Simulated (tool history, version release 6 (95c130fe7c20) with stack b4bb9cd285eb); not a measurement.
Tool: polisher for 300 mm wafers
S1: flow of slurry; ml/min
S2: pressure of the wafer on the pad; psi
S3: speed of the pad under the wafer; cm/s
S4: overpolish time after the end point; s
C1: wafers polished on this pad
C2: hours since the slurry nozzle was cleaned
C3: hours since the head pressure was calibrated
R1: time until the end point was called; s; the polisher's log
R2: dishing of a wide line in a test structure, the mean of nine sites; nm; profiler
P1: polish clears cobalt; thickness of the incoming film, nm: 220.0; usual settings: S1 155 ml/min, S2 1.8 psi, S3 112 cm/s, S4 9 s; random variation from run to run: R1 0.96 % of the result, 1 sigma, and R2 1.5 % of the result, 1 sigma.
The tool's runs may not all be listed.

Run 1, hour 10.8: S1 155 ml/min, S2 1.8 psi, S3 112 cm/s, S4 9 s; C1 191; C2 135; C3 823.3. Result: R1 47.782 s, R2 27.147 nm.
Run 2, hour 25.3: S1 155 ml/min, S2 1.8 psi, S3 112 cm/s, S4 3 s; C1 306; C2 149.5; C3 837.8. Result: R1 48.182 s, R2 11.758 nm.
Run 3, hour 33.6: S1 155 ml/min, S2 1 psi, S3 112 cm/s, S4 14 s; C1 372; C2 157.8; C3 846.1. Result: R1 86.116 s, R2 25.381 nm.
Run 4, hour 45.4: S1 155 ml/min, S2 1.8 psi, S3 50 cm/s, S4 9 s; C1 466; C2 169.6; C3 857.9. Result: R1 107.58 s, R2 15.286 nm.
Run 5, hour 56.3: S1 95 ml/min, S2 1.8 psi, S3 52 cm/s, S4 9 s; C1 553; C2 180.5; C3 868.8. Result: R1 113.2 s, R2 14.904 nm.
Run 6, hour 67.5: S1 230 ml/min, S2 2.2 psi, S3 112 cm/s, S4 9 s; C1 642; C2 191.7; C3 880. Result: R1 36.175 s, R2 32.964 nm.
Run 7, hour 78.5: S1 155 ml/min, S2 1.8 psi, S3 112 cm/s, S4 17 s; C1 729; C2 202.7; C3 891. Result: R1 46.601 s, R2 39.777 nm.
Run 8, hour 96.6: S1 155 ml/min, S2 2.7 psi, S3 112 cm/s, S4 9 s; C1 873; C2 220.8; C3 909.1. Result: R1 31.533 s, R2 35.939 nm.
Run 9, hour 108: S1 95 ml/min, S2 1.8 psi, S3 112 cm/s, S4 9 s; C1 964; C2 232.2; C3 920.5. Result: R1 52.939 s, R2 26.632 nm.
Run 10, hour 123.2: S1 220 ml/min, S2 1.8 psi, S3 112 cm/s, S4 9 s; C1 1085; C2 247.4; C3 935.7. Result: R1 44.728 s, R2 28.208 nm.
Run 11, hour 133.8: S1 155 ml/min, S2 1.8 psi, S3 112 cm/s, S4 9 s; C1 1169; C2 258; C3 946.3. Result: R1 47.418 s, R2 27.926 nm.
Run 12, hour 147.3: S1 155 ml/min, S2 1.8 psi, S3 112 cm/s, S4 9 s; C1 1277; C2 271.5; C3 959.8. Result: R1 47.862 s, R2 27.866 nm.
Run 13, hour 162: S1 155 ml/min, S2 1.8 psi, S3 174 cm/s, S4 9 s; C1 1394; C2 286.2; C3 974.5. Result: R1 30.465 s, R2 35.797 nm.
Run 14, hour 177.8: S1 155 ml/min, S2 1.8 psi, S3 112 cm/s, S4 9 s; C1 1520; C2 302; C3 990.3. Result: R1 47.695 s, R2 28.203 nm.
Run 15, hour 186: S1 155 ml/min, S2 1.8 psi, S3 112 cm/s, S4 9 s; C1 1585; C2 310.2; C3 998.5. Result: R1 48.546 s, R2 28.252 nm.
Run 16, hour 197.3: S1 155 ml/min, S2 0.8 psi, S3 112 cm/s, S4 9 s; C1 1675; C2 321.5; C3 1009.8. Result: R1 106.78 s, R2 15.311 nm.
Run 17, hour 211.5: S1 155 ml/min, S2 1.8 psi, S3 112 cm/s, S4 9 s; C1 1788; C2 335.7; C3 1024. Result: R1 47.479 s, R2 28.475 nm.
Run 18, hour 222.8: S1 155 ml/min, S2 1.8 psi, S3 112 cm/s, S4 9 s; C1 1878; C2 347; C3 1035.3. Result: R1 48.614 s, R2 27.476 nm.
Run 19, hour 231.5: S1 155 ml/min, S2 1.8 psi, S3 112 cm/s, S4 9 s; C1 1947; C2 355.7; C3 1044. Result: R1 49.094 s, R2 26.872 nm.
Run 20, hour 246.8: S1 155 ml/min, S2 1.8 psi, S3 112 cm/s, S4 9 s; C1 2069; C2 371; C3 1059.3. Result: R1 50.493 s, R2 27.053 nm.
At hour 257.6: head pressure recalibrated.
Run 21, hour 260.9: S1 155 ml/min, S2 1.8 psi, S3 112 cm/s, S4 9 s; C1 2181; C2 385.1; C3 3.4. Result: R1 50.425 s, R2 26.859 nm.
Run 22, hour 276.6: S1 155 ml/min, S2 1.8 psi, S3 112 cm/s, S4 9 s; C1 2306; C2 400.8; C3 19.1. Result: R1 51.788 s, R2 26.95 nm.
Run 23, hour 284.5: S1 155 ml/min, S2 1.8 psi, S3 112 cm/s, S4 9 s; C1 2369; C2 408.7; C3 27. Result: R1 50.681 s, R2 26.604 nm.
Run 24, hour 302: S1 155 ml/min, S2 1.8 psi, S3 112 cm/s, S4 9 s; C1 2508; C2 426.2; C3 44.5. Result: R1 50.707 s, R2 27.437 nm.

The next listed run, before its measurement:
Run 25, hour 310.2: S1 155 ml/min, S2 1.8 psi, S3 112 cm/s, S4 9 s; C1 2573; C2 434.4; C3 52.7. Result: R1 ?, R2 ?.

Run 25 gave R1 51.331 s, R2 26.872 nm.
